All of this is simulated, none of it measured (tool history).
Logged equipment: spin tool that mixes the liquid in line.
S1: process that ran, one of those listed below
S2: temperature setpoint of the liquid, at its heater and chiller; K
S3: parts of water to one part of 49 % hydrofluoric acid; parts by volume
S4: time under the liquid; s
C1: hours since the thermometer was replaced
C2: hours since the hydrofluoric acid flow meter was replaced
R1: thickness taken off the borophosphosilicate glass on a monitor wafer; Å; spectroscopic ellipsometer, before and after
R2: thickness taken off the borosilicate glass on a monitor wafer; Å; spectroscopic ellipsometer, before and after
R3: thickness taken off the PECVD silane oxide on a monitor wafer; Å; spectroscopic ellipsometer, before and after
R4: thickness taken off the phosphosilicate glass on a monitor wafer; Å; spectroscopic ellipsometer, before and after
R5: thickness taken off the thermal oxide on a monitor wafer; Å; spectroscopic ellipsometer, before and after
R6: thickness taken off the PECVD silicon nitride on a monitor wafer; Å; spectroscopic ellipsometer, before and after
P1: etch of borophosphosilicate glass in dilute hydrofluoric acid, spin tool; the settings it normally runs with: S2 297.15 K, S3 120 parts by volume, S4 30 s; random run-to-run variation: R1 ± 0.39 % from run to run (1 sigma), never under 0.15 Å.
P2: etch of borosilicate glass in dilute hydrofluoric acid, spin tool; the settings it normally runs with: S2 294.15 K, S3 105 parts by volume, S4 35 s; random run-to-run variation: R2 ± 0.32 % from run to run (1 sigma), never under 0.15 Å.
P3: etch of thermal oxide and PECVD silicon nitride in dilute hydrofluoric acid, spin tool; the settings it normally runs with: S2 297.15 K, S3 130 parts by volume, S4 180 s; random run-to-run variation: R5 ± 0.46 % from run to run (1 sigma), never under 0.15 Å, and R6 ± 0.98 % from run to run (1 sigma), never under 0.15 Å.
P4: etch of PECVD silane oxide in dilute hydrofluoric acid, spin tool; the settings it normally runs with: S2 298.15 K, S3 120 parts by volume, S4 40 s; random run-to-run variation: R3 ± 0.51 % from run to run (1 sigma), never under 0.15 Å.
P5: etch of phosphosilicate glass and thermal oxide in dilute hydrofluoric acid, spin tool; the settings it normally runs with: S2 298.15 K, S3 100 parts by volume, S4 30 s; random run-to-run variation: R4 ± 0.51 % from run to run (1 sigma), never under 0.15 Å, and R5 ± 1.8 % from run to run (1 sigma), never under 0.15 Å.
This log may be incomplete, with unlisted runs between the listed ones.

run	hour	S1	S2	S3	S4	C1	C2	R1	R2	R3	R4	R5	R6
1	6.5	P1	297.15	120	30	413.6	395.0	88.241					
2	15.4	P1	303.65	120	30	422.5	403.9	112.540					
3	22.7	P2	301.65	105	35	429.8	411.2		85.845				
4	27.4	P4	298.15	120	40	434.5	415.9			49.733			
5	31.6	P2	294.15	145	35	438.7	420.1		44.483				
6	36.2	P1	297.15	120	30	443.3	424.7	88.016					
7	41.2	P1	297.15	205	30	448.3	429.7	46.739					
8	47.6	P5	304.65	100	30	454.7	436.1				551.04	19.8070	
9	54.2	P1	297.15	195	60	461.3	442.7	99.446					
10	59.2	P1	290.15	120	30	466.3	447.7	66.602					
11	66.3	P4	302.65	120	40	473.4	454.8			59.275			
12	75.2	P2	294.15	105	15	482.3	463.7		27.561				
13	81.0	P1	297.15	120	15	488.1	469.5	44.116					
14	89.7	P1	297.15	120	30	496.8	478.2	88.845					
15	94.0	P4	298.15	120	60	501.1	482.5			74.615			
16	100.7	P3	297.15	130	50	507.8	489.2					17.0760	6.4408
17	106.5	P5	298.15	150	30	513.6	495.0				268.60	9.9238	
18	115.1	P1	297.15	55	30	522.2	503.6	208.980					
19	119.9	P3	297.15	130	180	527.0	508.4					61.4230	23.8640
20	128.8	P2	294.15	105	35	535.9	517.3		63.711				
21	137.8	P1	297.15	120	30	544.9	526.3	87.483					
22	142.1	P1	297.15	120	30	549.2	530.6	88.508					
23	146.8	P1	297.15	120	30	553.9	535.3	87.865					
24	155.8	P4	298.15	120	40	562.9	544.3			48.999			

Estimate the outcome of run 25 from the log above:
25	163.8	P5	298.15	100	30	570.9	552.3				?	?	

{"run 25": {"R4": 430.37, "R5": 15.03}}
